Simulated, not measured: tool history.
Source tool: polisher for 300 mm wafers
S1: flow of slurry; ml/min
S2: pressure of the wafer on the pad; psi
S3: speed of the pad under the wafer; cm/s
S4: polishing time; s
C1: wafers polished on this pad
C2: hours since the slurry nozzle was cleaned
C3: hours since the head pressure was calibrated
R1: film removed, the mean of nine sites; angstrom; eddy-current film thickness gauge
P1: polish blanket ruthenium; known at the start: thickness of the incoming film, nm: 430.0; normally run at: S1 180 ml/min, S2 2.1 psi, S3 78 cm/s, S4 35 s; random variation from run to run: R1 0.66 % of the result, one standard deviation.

run	day	S1	S2	S3	S4	C1	C2	C3	R1
1	0.517	180	2.1	78	35	666	459.2	376.7	370.55
2	0.933	180	2.1	54	18	753	469.2	386.7	130.66
3	1.488	180	2.1	78	35	868	482.5	400.0	363.36
4	2.158	180	2.1	114	35	1008	498.6	416.1	535.61
5	2.654	180	2.1	36	35	1111	510.5	428.0	171.35
6	3.092	120	2.1	78	17	1203	521.0	438.5	168.26
7	3.683	180	2.1	78	35	1326	535.2	452.7	366.57
8	4.017	180	2.1	78	35	1395	543.2	460.7	363.46
# day 4.550: slurry nozzle cleaned
9	4.612	180	2.1	78	35	1520	1.6	475.0	372.08
10	5.279	180	1.1	44	35	1659	17.6	491.0	108.86
11	5.912	180	2.1	78	21	1791	32.8	506.2	219.42
12	6.525	180	1.1	78	35	1918	47.5	520.9	193.11
13	6.912	180	2.9	78	35	1999	56.8	530.2	504.45
14	7.321	180	2.1	78	35	2084	66.6	540.0	369.82
15	7.992	180	2.1	78	55	2224	82.7	556.1	580.94
16	8.729	285	2.1	78	35	2378	100.4	573.8	389.17
17	9.433	110	2.1	78	35	2525	117.3	590.7	332.38

Run 18 comes next. What will it give?
18	9.879	180	2.1	78	35	2618	128.0	601.4	?

Run 18 measured R1 365.11 angstrom.
